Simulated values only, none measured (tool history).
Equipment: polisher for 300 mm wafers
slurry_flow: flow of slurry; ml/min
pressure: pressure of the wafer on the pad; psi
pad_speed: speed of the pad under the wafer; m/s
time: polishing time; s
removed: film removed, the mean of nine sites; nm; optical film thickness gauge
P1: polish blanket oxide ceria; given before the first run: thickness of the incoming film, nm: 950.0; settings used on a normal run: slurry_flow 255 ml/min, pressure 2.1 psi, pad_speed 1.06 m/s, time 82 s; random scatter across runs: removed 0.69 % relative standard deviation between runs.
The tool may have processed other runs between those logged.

run	hour	slurry_flow	pressure	pad_speed	time	wafers polished on this pad	hours since the slurry nozzle was cleaned	hours since the head pressure was calibrated	removed
1	4	255	2.1	1.06	82	911	311.2	266.4	251.3
2	8.2	255	2.1	1.66	82	936	315.4	270.6	391.91
3	12.2	255	2.1	0.48	82	959	319.4	274.6	113.5
4	15.7	155	2.1	1.06	82	980	322.9	278.1	235.42
5	19	360	2.1	1.06	39	1000	326.2	281.4	122.82
6	20.8	255	2.1	1.06	82	1010	328	283.2	251.38
7	23.2	255	2.1	1.06	82	1024	330.4	285.6	249.04
8	26.8	255	2.1	1.06	113	1046	334	289.2	342.82
9	29.9	255	2.1	1.06	42	1064	337.1	292.3	129.46
10	33	255	2.1	1.06	82	1082	340.2	295.4	249.08
11	37.1	255	2.1	1.06	82	1107	344.3	299.5	247.95
12	39.8	255	3.2	1.06	82	1122	347	302.2	385.08
13	43	255	1.1	1.06	82	1141	350.2	305.4	131.02
# hour 43.2: slurry nozzle cleaned
14	46.9	375	2.1	1.06	82	1164	3.8	309.3	259.58
15	49.8	255	2.1	1.06	82	1182	6.7	312.2	249.38
16	52.3	255	2.1	1.06	82	1196	9.2	314.7	251.3
17	55.4	255	2.1	1.06	82	1215	12.3	317.8	245.72
18	58.5	255	2.1	1.06	82	1233	15.4	320.9	242.16

Forecast run 19:
19	62.3	255	2.1	1.06	82	1255	19.2	324.7	?

For run 19 the tool returned removed 243.15 nm.

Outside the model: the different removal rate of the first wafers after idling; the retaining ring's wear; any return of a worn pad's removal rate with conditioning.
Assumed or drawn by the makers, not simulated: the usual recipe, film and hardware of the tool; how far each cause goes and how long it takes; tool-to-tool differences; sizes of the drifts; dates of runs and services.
